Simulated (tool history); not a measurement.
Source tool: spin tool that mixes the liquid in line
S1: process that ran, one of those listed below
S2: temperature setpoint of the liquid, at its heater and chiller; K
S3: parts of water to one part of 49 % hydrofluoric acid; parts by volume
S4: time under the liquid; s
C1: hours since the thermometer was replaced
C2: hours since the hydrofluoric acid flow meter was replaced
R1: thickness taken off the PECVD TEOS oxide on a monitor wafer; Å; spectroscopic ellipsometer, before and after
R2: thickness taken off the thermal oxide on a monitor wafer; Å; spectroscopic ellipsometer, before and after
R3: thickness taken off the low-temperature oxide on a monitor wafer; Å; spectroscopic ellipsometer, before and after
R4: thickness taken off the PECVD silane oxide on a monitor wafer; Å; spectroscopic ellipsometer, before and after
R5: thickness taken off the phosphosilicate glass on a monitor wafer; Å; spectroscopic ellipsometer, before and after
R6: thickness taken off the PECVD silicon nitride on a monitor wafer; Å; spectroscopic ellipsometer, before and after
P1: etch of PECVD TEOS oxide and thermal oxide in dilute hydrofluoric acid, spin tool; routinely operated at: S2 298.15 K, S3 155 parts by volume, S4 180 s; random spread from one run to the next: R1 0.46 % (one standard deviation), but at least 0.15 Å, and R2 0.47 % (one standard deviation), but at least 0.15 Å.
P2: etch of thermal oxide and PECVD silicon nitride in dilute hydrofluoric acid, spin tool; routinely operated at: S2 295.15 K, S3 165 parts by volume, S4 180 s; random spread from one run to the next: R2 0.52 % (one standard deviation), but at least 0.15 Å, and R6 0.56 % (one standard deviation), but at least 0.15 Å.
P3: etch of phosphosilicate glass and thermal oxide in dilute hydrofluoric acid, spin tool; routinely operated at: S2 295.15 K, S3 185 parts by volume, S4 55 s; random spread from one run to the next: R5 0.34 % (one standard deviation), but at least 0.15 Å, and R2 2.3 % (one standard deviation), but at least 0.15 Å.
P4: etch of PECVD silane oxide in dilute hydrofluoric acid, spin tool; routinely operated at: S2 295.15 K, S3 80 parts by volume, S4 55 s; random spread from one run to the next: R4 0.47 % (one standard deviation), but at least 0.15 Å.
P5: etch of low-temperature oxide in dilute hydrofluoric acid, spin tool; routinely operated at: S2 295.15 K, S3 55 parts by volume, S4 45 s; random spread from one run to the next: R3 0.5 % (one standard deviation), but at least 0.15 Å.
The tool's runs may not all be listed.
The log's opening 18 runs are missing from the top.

run	hour	S1	S2	S3	S4	C1	C2	R1	R2	R3	R4	R5	R6
19	86.2	P4	295.15	80	15	1344.9	57.2				36.405		
20	91.5	P1	302.15	155	180	1350.2	62.5	176.640	63.8370				
21	95.1	P1	298.15	155	180	1353.8	66.1	152.500	55.6490				
22	98.5	P1	298.15	155	180	1357.2	69.5	151.350	54.0720				
23	101.7	P1	298.15	155	60	1360.4	72.7	50.020	18.1700				
24	106.5	P5	295.15	55	45	1365.2	77.5			136.350			
25	109.3	P2	295.15	70	180	1368.0	80.3		115.8800				128.340
26	112.9	P5	295.15	20	45	1371.6	83.9			390.780			
27	116.8	P3	295.15	55	55	1375.5	87.8		43.9050			1048.60	
28	122.1	P1	298.15	30	180	1380.8	93.1	916.960	333.2700				
29	125.2	P2	290.15	165	180	1383.9	96.2		36.2640				39.649
30	130.4	P2	295.15	165	180	1389.1	101.4		44.8880				55.270
31	135.8	P4	295.15	115	55	1394.5	106.8				88.273		
32	139.0	P2	295.15	165	80	1397.7	110.0		19.9000				24.402
33	145.1	P1	298.15	155	180	1403.8	116.1	153.400	54.8110				
34	148.6	P1	298.15	155	180	1407.3	119.6	149.870	53.9350				
35	152.7	P1	298.15	155	180	1411.4	123.7	147.280	53.6480				
36	156.7	P1	298.15	155	180	1415.4	127.7	146.190	53.1610				
37	162.6	P1	298.15	155	180	1421.3	133.6	144.520	52.3340				
38	167.7	P1	298.15	155	180	1426.4	138.7	143.770	52.5300				
39	172.6	P1	298.15	155	180	1431.3	143.6	143.120	52.0030				
40	178.8	P1	298.15	155	180	1437.5	149.8	143.250	51.8570				
41	183.6	P1	298.15	155	180	1442.3	154.6	143.670	51.1420				
42	187.4	P1	298.15	155	180	1446.1	158.4	143.540	51.5610				
43	190.1	P1	298.15	155	180	1448.8	161.1	142.980	51.6260				

Run 44, settings as shown, results not yet in. Your forecast:
44	194.9	P1	298.15	155	180	1453.6	165.9	?	?				

Run 44 measured R1 143.550 Å, R2 51.9120 Å.

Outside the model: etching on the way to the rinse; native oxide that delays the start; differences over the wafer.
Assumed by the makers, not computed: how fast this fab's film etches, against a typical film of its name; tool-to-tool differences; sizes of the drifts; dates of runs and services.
